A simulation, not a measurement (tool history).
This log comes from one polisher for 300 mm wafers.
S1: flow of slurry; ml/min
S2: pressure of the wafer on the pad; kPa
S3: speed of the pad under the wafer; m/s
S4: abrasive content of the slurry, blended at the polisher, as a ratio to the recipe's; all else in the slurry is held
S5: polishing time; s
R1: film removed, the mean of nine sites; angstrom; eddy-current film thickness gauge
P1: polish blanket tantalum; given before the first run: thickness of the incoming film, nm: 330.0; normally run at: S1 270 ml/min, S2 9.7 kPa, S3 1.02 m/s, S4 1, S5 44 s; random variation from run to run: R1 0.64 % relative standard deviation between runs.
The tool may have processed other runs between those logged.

{"run": 1, "hour": 11.4, "S1": 270, "S2": 9.7, "S3": 1.02, "S4": 1, "S5": 44, "R1": 577.99}
{"run": 2, "hour": 26.6, "S1": 270, "S2": 9.7, "S3": 0.7, "S4": 1, "S5": 21, "R1": 186.03}
{"run": 3, "hour": 44.0, "S1": 270, "S2": 6.2, "S3": 1.02, "S4": 1, "S5": 44, "R1": 365.64}
{"run": 4, "hour": 60.3, "S1": 175, "S2": 9.7, "S3": 1.02, "S4": 0.75, "S5": 44, "R1": 495.39}
{"run": 5, "hour": 76.1, "S1": 270, "S2": 9.7, "S3": 1.02, "S4": 1, "S5": 67, "R1": 868.88}
{"run": 6, "hour": 87.4, "S1": 270, "S2": 9.7, "S3": 0.52, "S4": 1, "S5": 44, "R1": 289.31}
{"run": 7, "hour": 102.6, "S1": 270, "S2": 9.7, "S3": 1.02, "S4": 1.35, "S5": 44, "R1": 629.7}
{"run": 8, "hour": 113.5, "S1": 270, "S2": 6.2, "S3": 1.02, "S4": 1.35, "S5": 44, "R1": 398.78}
{"hour": 125.6, "done": "slurry blender recalibrated"}
{"run": 9, "hour": 126.5, "S1": 270, "S2": 9.7, "S3": 1.02, "S4": 1, "S5": 23, "R1": 298.37}
{"run": 10, "hour": 137.5, "S1": 270, "S2": 9.7, "S3": 1.02, "S4": 1, "S5": 44, "R1": 575.49}
{"run": 11, "hour": 151.2, "S1": 160, "S2": 9.7, "S3": 1.02, "S4": 1, "S5": 44, "R1": 532.92}
{"run": 12, "hour": 168.8, "S1": 270, "S2": 9.7, "S3": 1.02, "S4": 0.6, "S5": 44, "R1": 482.7}
{"run": 13, "hour": 179.2, "S1": 270, "S2": 9.7, "S3": 1.44, "S4": 1, "S5": 44, "R1": 809.21}
{"run": 14, "hour": 193.2, "S1": 270, "S2": 9.7, "S3": 1.02, "S4": 1, "S5": 44, "R1": 569.5}
{"run": 15, "hour": 210.7, "S1": 270, "S2": 9.7, "S3": 1.02, "S4": 1, "S5": 44, "R1": 573.91}
{"hour": 212.0, "done": "slurry nozzle cleaned"}
{"hour": 218.3, "done": "worn pad replaced by a new one"}
{"run": 16, "hour": 218.9, "S1": 270, "S2": 9.7, "S3": 1.02, "S4": 1, "S5": 44, "R1": 574.73}
{"run": 17, "hour": 233.7, "S1": 395, "S2": 9.7, "S3": 1.02, "S4": 1, "S5": 44, "R1": 594.72}
{"run": 18, "hour": 248.2, "S1": 270, "S2": 15.2, "S3": 1.02, "S4": 1, "S5": 44, "R1": 896.35}
{"run": 19, "hour": 257.2, "S1": 270, "S2": 9.7, "S3": 1.02, "S4": 1, "S5": 44, "R1": 576.56}

Run 20 has not been measured yet. What should we expect?
{"run": 20, "hour": 266.4, "S1": 270, "S2": 9.7, "S3": 1.02, "S4": 1, "S5": 44, "R1": "?"}

{"run 20": {"R1": 563.93}}
